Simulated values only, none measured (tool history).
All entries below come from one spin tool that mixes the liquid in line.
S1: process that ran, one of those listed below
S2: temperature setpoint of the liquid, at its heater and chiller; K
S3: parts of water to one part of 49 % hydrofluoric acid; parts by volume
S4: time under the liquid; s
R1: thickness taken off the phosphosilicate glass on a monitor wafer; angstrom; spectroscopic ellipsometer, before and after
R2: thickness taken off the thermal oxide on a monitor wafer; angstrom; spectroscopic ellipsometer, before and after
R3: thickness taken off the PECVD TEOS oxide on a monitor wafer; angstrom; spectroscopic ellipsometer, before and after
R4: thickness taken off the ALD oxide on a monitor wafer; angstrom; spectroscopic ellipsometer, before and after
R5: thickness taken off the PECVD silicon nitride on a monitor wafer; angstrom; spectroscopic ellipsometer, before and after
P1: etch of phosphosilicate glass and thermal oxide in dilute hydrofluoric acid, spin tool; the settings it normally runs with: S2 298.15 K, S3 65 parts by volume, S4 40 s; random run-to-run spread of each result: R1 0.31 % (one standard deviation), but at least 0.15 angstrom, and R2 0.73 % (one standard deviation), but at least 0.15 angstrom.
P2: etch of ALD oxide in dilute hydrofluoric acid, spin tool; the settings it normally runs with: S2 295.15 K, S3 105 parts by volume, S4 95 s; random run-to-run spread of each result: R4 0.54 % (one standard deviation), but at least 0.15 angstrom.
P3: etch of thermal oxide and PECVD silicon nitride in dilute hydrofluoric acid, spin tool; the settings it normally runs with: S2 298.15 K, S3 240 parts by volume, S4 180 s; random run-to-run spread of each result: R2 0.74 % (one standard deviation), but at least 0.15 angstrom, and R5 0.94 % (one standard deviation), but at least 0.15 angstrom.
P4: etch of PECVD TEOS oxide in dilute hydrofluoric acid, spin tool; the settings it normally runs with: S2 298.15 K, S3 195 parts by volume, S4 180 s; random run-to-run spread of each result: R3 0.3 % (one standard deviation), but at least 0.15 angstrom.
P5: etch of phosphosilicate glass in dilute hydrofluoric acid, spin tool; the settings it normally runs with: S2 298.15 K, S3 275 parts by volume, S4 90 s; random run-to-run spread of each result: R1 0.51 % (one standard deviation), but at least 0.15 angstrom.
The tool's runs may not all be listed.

Run 1, hour 6.0: S1 P1, S2 298.15 K, S3 65 parts by volume, S4 40 s. Result: R1 401.080 angstrom, R2 30.352 angstrom.
Run 2, hour 15.5: S1 P1, S2 298.15 K, S3 65 parts by volume, S4 40 s. Result: R1 400.650 angstrom, R2 30.610 angstrom.
Run 3, hour 22.1: S1 P4, S2 298.15 K, S3 195 parts by volume, S4 180 s. Result: R3 139.46 angstrom.
Run 4, hour 29.6: S1 P1, S2 298.15 K, S3 45 parts by volume, S4 60 s. Result: R1 888.390 angstrom, R2 67.116 angstrom.
Run 5, hour 38.4: S1 P1, S2 304.65 K, S3 65 parts by volume, S4 40 s. Result: R1 516.690 angstrom, R2 38.943 angstrom.
Run 6, hour 44.9: S1 P2, S2 295.15 K, S3 175 parts by volume, S4 95 s. Result: R4 52.545 angstrom.
Run 7, hour 50.2: S1 P4, S2 305.65 K, S3 195 parts by volume, S4 180 s. Result: R3 181.64 angstrom.
Run 8, hour 57.0: S1 P5, S2 298.15 K, S3 275 parts by volume, S4 20 s. Result: R1 81.808 angstrom.
Run 9, hour 63.6: S1 P1, S2 303.65 K, S3 65 parts by volume, S4 15 s. Result: R1 186.180 angstrom, R2 14.030 angstrom.
Run 10, hour 71.2: S1 P3, S2 298.15 K, S3 360 parts by volume, S4 180 s. Result: R2 19.183 angstrom, R5 17.764 angstrom.
Run 11, hour 76.2: S1 P3, S2 291.65 K, S3 240 parts by volume, S4 180 s. Result: R2 25.790 angstrom, R5 17.839 angstrom.
Run 12, hour 82.4: S1 P4, S2 298.15 K, S3 195 parts by volume, S4 270 s. Result: R3 210.66 angstrom.
Run 13, hour 87.7: S1 P3, S2 298.15 K, S3 240 parts by volume, S4 360 s. Result: R2 65.423 angstrom, R5 52.268 angstrom.
Run 14, hour 95.6: S1 P1, S2 298.15 K, S3 25 parts by volume, S4 40 s. Result: R1 1100.000 angstrom, R2 83.539 angstrom.
Run 15, hour 99.8: S1 P1, S2 302.65 K, S3 110 parts by volume, S4 40 s. Result: R1 265.980 angstrom, R2 20.202 angstrom.
Run 16, hour 104.3: S1 P4, S2 298.15 K, S3 90 parts by volume, S4 180 s. Result: R3 343.48 angstrom.
Run 17, hour 109.8: S1 P2, S2 290.65 K, S3 105 parts by volume, S4 95 s. Result: R4 78.508 angstrom.
Run 18, hour 117.5: S1 P1, S2 293.65 K, S3 65 parts by volume, S4 40 s. Result: R1 333.430 angstrom, R2 25.553 angstrom.
Run 19, hour 126.0: S1 P5, S2 298.15 K, S3 275 parts by volume, S4 90 s. Result: R1 368.070 angstrom.
Run 20, hour 135.3: S1 P1, S2 298.15 K, S3 65 parts by volume, S4 15 s. Result: R1 151.130 angstrom, R2 11.337 angstrom.
Run 21, hour 141.3: S1 P4, S2 298.15 K, S3 195 parts by volume, S4 180 s. Result: R3 139.54 angstrom.
Run 22, hour 149.6: S1 P5, S2 298.15 K, S3 70 parts by volume, S4 90 s. Result: R1 1830.800 angstrom.
Run 23, hour 157.5: S1 P1, S2 298.15 K, S3 65 parts by volume, S4 40 s. Result: R1 398.480 angstrom, R2 30.289 angstrom.
Run 24, hour 164.6: S1 P2, S2 295.15 K, S3 105 parts by volume, S4 45 s. Result: R4 44.721 angstrom.
Run 25, hour 173.3: S1 P5, S2 298.15 K, S3 275 parts by volume, S4 90 s. Result: R1 371.300 angstrom.
Run 26, hour 178.9: S1 P1, S2 298.15 K, S3 65 parts by volume, S4 80 s. Result: R1 801.500 angstrom, R2 60.624 angstrom.
Run 27, hour 185.6: S1 P1, S2 298.15 K, S3 65 parts by volume, S4 40 s. Result: R1 397.560 angstrom, R2 30.845 angstrom.
Run 28, hour 194.4: S1 P2, S2 295.15 K, S3 105 parts by volume, S4 95 s. Result: R4 94.139 angstrom.
Run 29, hour 202.7: S1 P5, S2 292.15 K, S3 275 parts by volume, S4 90 s. Result: R1 296.250 angstrom.
Run 30, hour 210.7: S1 P1, S2 298.15 K, S3 100 parts by volume, S4 40 s. Result: R1 248.870 angstrom, R2 18.983 angstrom.
Run 31, hour 216.6: S1 P1, S2 298.15 K, S3 65 parts by volume, S4 40 s. Result: R1 401.450 angstrom, R2 30.722 angstrom.
Run 32, hour 221.4: S1 P3, S2 298.15 K, S3 240 parts by volume, S4 180 s. Result: R2 32.279 angstrom, R5 26.361 angstrom.
Run 33, hour 229.4: S1 P1, S2 298.15 K, S3 65 parts by volume, S4 40 s. Result: R1 400.490 angstrom, R2 30.213 angstrom.
Run 34, hour 234.0: S1 P1, S2 298.15 K, S3 65 parts by volume, S4 40 s. Result: R1 404.960 angstrom, R2 30.405 angstrom.
Run 35, hour 242.4: S1 P1, S2 298.15 K, S3 65 parts by volume, S4 40 s. Result: R1 411.420 angstrom, R2 31.483 angstrom.
Run 36, hour 252.0: S1 P1, S2 298.15 K, S3 65 parts by volume, S4 40 s. Result: R1 416.940 angstrom, R2 31.613 angstrom.
Run 37, hour 260.4: S1 P1, S2 298.15 K, S3 65 parts by volume, S4 40 s. Result: R1 419.590 angstrom, R2 31.625 angstrom.
Run 38, hour 266.6: S1 P1, S2 298.15 K, S3 65 parts by volume, S4 40 s. Result: R1 418.220 angstrom, R2 31.811 angstrom.
Run 39, hour 274.6: S1 P1, S2 298.15 K, S3 65 parts by volume, S4 40 s. Result: R1 424.870 angstrom, R2 32.051 angstrom.
Run 40, hour 279.9: S1 P1, S2 298.15 K, S3 65 parts by volume, S4 40 s. Result: R1 422.050 angstrom, R2 31.997 angstrom.
Run 41, hour 288.3: S1 P1, S2 298.15 K, S3 65 parts by volume, S4 40 s. Result: R1 421.660 angstrom, R2 31.995 angstrom.
Run 42, hour 297.9: S1 P1, S2 298.15 K, S3 65 parts by volume, S4 40 s. Result: R1 424.450 angstrom, R2 32.014 angstrom.
Run 43, hour 305.5: S1 P1, S2 298.15 K, S3 65 parts by volume, S4 40 s. Result: R1 423.770 angstrom, R2 31.854 angstrom.
Run 44, hour 312.8: S1 P1, S2 298.15 K, S3 65 parts by volume, S4 40 s. Result: R1 425.490 angstrom, R2 31.589 angstrom.

Something has made what P1 gives creep away from where it was; the 2 causes below, each at its own stated size, fit the log equally well:
A: liquid hotter than its thermometer reads (K) = 1.51
B: hydrofluoric acid flow above the setpoint (%) = 5.73
The drift started at roughly hour 229.4.

4 check runs are offered, each on 5 wafers whose results are averaged, their results left as question marks. Which one tells the causes apart?
Run check 1, hour 320.1: S1 P4, S2 298.15 K, S3 95 parts by volume, S4 180 s. Result: R3 ?.
Run check 2, hour 320.1: S1 P3, S2 294.15 K, S3 240 parts by volume, S4 180 s. Result: R2 ?, R5 ?.
Run check 3, hour 320.1: S1 P2, S2 291.65 K, S3 105 parts by volume, S4 95 s. Result: R4 ?.
Run check 4, hour 320.1: S1 P5, S2 298.15 K, S3 75 parts by volume, S4 90 s. Result: R1 ?.

What every check run would give for each of its results, assuming each possible cause in turn:
  check  result      if A      if B
check 1      R3    343.30    344.40
check 2      R2    29.858    30.234
check 2      R5    22.557    21.634
check 3      R4    86.566    86.531
check 4      R1  1801.600  1803.300
Per check, the gap between the least separated pair of causes, taken in the result that splits them most: check 1 0.32 %; check 2 4.18 %; check 3 0.04 %; check 4 0.09 %
Check 2 is the one run that separates the causes; every other check would come out nearly the same whichever cause is at work.

With check 2 done, the readings were: R2 30.110 angstrom; R5 21.703 angstrom. Identify which of the listed causes applies.

It is B: hydrofluoric acid flow above the setpoint (%).
